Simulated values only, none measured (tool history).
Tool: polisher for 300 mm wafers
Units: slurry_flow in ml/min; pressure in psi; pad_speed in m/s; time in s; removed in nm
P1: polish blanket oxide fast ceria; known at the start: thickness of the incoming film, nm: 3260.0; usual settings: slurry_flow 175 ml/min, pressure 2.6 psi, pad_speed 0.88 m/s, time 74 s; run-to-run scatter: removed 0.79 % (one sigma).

| run | hour | slurry_flow | pressure | pad_speed | time | wafers polished on this pad | hours since the slurry nozzle was cleaned | hours since the head pressure was calibrated | removed |
|---|---|---|---|---|---|---|---|---|---|
| 1 | 5.1 | 175 | 2.6 | 0.88 | 74 | 569 | 206.1 | 81.8 | 817.81 |
| 2 | 9.4 | 175 | 2.6 | 0.50 | 74 | 596 | 210.4 | 86.1 | 464.45 |
| 3 | 12.8 | 175 | 2.6 | 0.88 | 118 | 618 | 213.8 | 89.5 | 1280.80 |
| 4 | 17.8 | 175 | 4.0 | 0.88 | 74 | 649 | 218.8 | 94.5 | 1250.40 |
| 5 | 23.5 | 175 | 2.6 | 0.88 | 74 | 685 | 224.5 | 100.2 | 826.45 |
| 6 | 26.3 | 175 | 2.6 | 0.88 | 74 | 703 | 227.3 | 103.0 | 802.60 |
| 7 | 30.2 | 175 | 2.6 | 0.88 | 52 | 727 | 231.2 | 106.9 | 567.98 |
| 8 | 35.4 | 175 | 2.6 | 1.34 | 74 | 760 | 236.4 | 112.1 | 1236.50 |
| 9 | 38.3 | 175 | 2.6 | 1.10 | 33 | 778 | 239.3 | 115.0 | 452.11 |
| 10 | 42.3 | 175 | 1.5 | 0.88 | 74 | 804 | 243.3 | 119.0 | 466.96 |
| 11 | 46.6 | 240 | 2.6 | 0.88 | 74 | 831 | 247.6 | 123.3 | 847.32 |
| 12 | 51.6 | 175 | 2.6 | 0.88 | 74 | 862 | 252.6 | 128.3 | 813.04 |
| 13 | 55.3 | 105 | 2.6 | 0.88 | 74 | 886 | 256.3 | 132.0 | 732.02 |
| 14 | 58.7 | 175 | 2.6 | 0.88 | 74 | 907 | 259.7 | 135.4 | 813.94 |
| 15 | 61.6 | 175 | 2.6 | 0.88 | 74 | 925 | 262.6 | 138.3 | 796.97 |
| 16 | 64.7 | 175 | 2.6 | 0.88 | 74 | 945 | 265.7 | 141.4 | 795.35 |
| 17 | 69.8 | 175 | 2.6 | 0.88 | 74 | 977 | 270.8 | 146.5 | 779.00 |
| 18 | 74.3 | 175 | 2.6 | 0.88 | 74 | 1005 | 275.3 | 151.0 | 769.21 |
|  | 76.9 | head pressure recalibrated |
| 19 | 79.5 | 175 | 2.6 | 0.88 | 74 | 1038 | 280.5 | 2.6 | 760.98 |
| 20 | 84.6 | 175 | 2.6 | 0.88 | 74 | 1070 | 285.6 | 7.7 | 767.45 |

What P1 gives has crept away from where it was. These 2 causes fit the log equally well, each at the size given:
A: slurry flow missing at the pad, % = 27.7
B: removal rate lost through wear of the pad, % = 5.56
The creep began at about hour 58.7.
Why every other cause is out:
head's pressure below its setpoint, %: serviced at hour 76.9, which brought nothing back

4 check runs are offered, each on 5 wafers whose results are averaged, their results left as question marks. Which one tells the causes apart?
| check 1 | 89.7 | 175 | 3.4 | 0.88 | 94 |  |  |  | ? |
| check 2 | 89.7 | 175 | 2.6 | 1.20 | 74 |  |  |  | ? |
| check 3 | 89.7 | 175 | 4.0 | 1.34 | 74 |  |  |  | ? |
| check 4 | 89.7 | 115 | 3.3 | 0.88 | 74 |  |  |  | ? |

What each check would give under each cause:
| check | result | if A | if B |
|---|---|---|---|
| check 1 | removed | 1275.60 | 1275.50 |
| check 2 | removed | 1047.10 | 1047.10 |
| check 3 | removed | 1798.90 | 1798.80 |
| check 4 | removed | 878.59 | 901.92 |
How far apart the two closest causes lie, in the result that separates them most: check 1 0.01 %; check 2 0.01 %; check 3 0.01 %; check 4 2.62 %
Only check 4 tells the causes apart: in the others they would give nearly the same result.

Check 4 was then run and gave: removed 899.66 nm. Which cause is it?

It is B: removal rate lost through wear of the pad, %.
